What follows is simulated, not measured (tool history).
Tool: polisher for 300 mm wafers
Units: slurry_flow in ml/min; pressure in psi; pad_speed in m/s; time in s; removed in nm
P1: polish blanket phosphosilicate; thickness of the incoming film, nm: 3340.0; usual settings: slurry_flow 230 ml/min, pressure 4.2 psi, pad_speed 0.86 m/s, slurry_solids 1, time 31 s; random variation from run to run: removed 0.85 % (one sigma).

run,hour,slurry_flow,pressure,pad_speed,slurry_solids,time,wafers polished on this pad,hours since the slurry nozzle was cleaned,hours since the head pressure was calibrated,hours since the slurry blender was calibrated,hours since the conditioning disc was replaced,removed
1,14.5,230,4.2,0.86,1,31,479,328.7,474.2,182.4,87,362.33
2,25.1,230,4.2,0.86,1,31,567,339.3,484.8,193,97.6,358.72
3,40.6,230,4.2,1.12,1,31,696,354.8,500.3,208.5,113.1,437.93
4,47.9,230,4.2,0.86,1,19,757,362.1,507.6,215.8,120.4,218.03
5,56.6,230,4.2,0.86,1,31,829,370.8,516.3,224.5,129.1,352.83
6,70.2,230,4.2,0.86,1,31,942,384.4,529.9,238.1,142.7,352.51
7,85.1,170,4.2,0.86,1,31,1066,399.3,544.8,253,157.6,343.6
8,95.7,230,4.2,0.86,1.4,19,1154,409.9,555.4,263.6,168.2,247.48
9,106.8,230,6.6,0.86,1,31,1247,421,566.5,274.7,179.3,558.49
10,121.1,230,4.2,0.86,1.35,31,1366,435.3,580.8,289,193.6,393.68
11,129.8,360,4.2,0.86,1,31,1438,444,589.5,297.7,202.3,372.55
# hour 134.2: worn pad replaced by a new one
12,140.8,230,4.2,0.86,1,31,55,455,600.5,308.7,213.3,356.83
13,148.9,230,4.2,0.86,0.55,31,122,463.1,608.6,316.8,221.4,262.34
14,161.5,140,4.2,0.86,1,43,227,475.7,621.2,329.4,234,462.54
15,173.1,230,4.2,0.86,1,49,323,487.3,632.8,341,245.6,554.88
16,187.4,230,1.9,0.86,1,31,442,501.6,647.1,355.3,259.9,159.32
17,199.9,230,4.2,0.46,1,31,546,514.1,659.6,367.8,272.4,212.31
18,210.2,230,4.2,1.28,1,22,632,524.4,669.9,378.1,282.7,344.85
19,223.6,230,4.2,0.86,1,31,743,537.8,683.3,391.5,296.1,355.62
20,233.1,230,4.2,0.86,1,31,822,547.3,692.8,401,305.6,356.5
21,245.4,230,4.2,0.86,1,31,925,559.6,705.1,413.3,317.9,341.4
22,253.4,230,4.2,0.86,1,31,991,567.6,713.1,421.3,325.9,335.7
23,260.6,230,4.2,0.86,1,31,1051,574.8,720.3,428.5,333.1,338.92
# hour 274.6: conditioning disc replaced and pad reconditioned
24,274.8,230,4.2,0.86,1,31,1169,589,734.5,442.7,0.2,329.73
25,285.2,230,4.2,0.86,1,31,1256,599.4,744.9,453.1,10.6,328.97
# hour 297.5: slurry nozzle cleaned
26,298.7,230,4.2,0.86,1,31,1368,1.3,758.4,466.6,24.1,323.95
27,306.7,230,4.2,0.86,1,31,1434,9.3,766.4,474.6,32.1,325.25
# hour 310.4: worn pad replaced by a new one
28,322.1,230,4.2,0.86,1,31,98,24.7,781.8,490,47.5,323.25
29,329.4,230,4.2,0.86,1,31,158,32,789.1,497.3,54.8,324.71
30,338.9,230,4.2,0.86,1,31,237,41.5,798.6,506.8,64.3,320.22
31,350,230,4.2,0.86,1,31,330,52.6,809.7,517.9,75.4,325.52

What P1 gives has crept away from where it was. These 2 causes fit the log equally well, each at the size given:
A: abrasive missing from the slurry, % = 17.5
B: head's pressure below its setpoint, % = 8.78
The creep began at about hour 233.1.
Why every other cause is out:
removal rate lost through wear of the pad, %: serviced at hour 310.4, which brought nothing back
slurry flow missing at the pad, %: serviced at hour 297.5, which brought nothing back
time polished since the conditioner stopped cutting, s: serviced at hour 274.6, which brought nothing back

4 check runs are offered, each on 5 wafers whose results are averaged, their results left as question marks. Which one tells the causes apart?
check 1,361.1,350,4.2,0.86,1,44,,,,,,?
check 2,361.1,230,6.5,0.86,1,31,,,,,,?
check 3,361.1,230,4.2,0.54,1,48,,,,,,?
check 4,361.1,230,4.2,0.86,0.55,31,,,,,,?

What each check would give under each cause:
check,result,if A,if B
check 1,removed,478.06,478.13
check 2,removed,500.92,501
check 3,removed,345.38,345.44
check 4,removed,229.37,235.97
How far apart the two closest causes lie, in the result that separates them most: check 1 0.02 %; check 2 0.02 %; check 3 0.02 %; check 4 2.84 %
Only check 4 tells the causes apart: in the others they would give nearly the same result.

Then check 4 was run and gave: removed 228.68 nm. Which cause is it?

It is A: abrasive missing from the slurry, %.
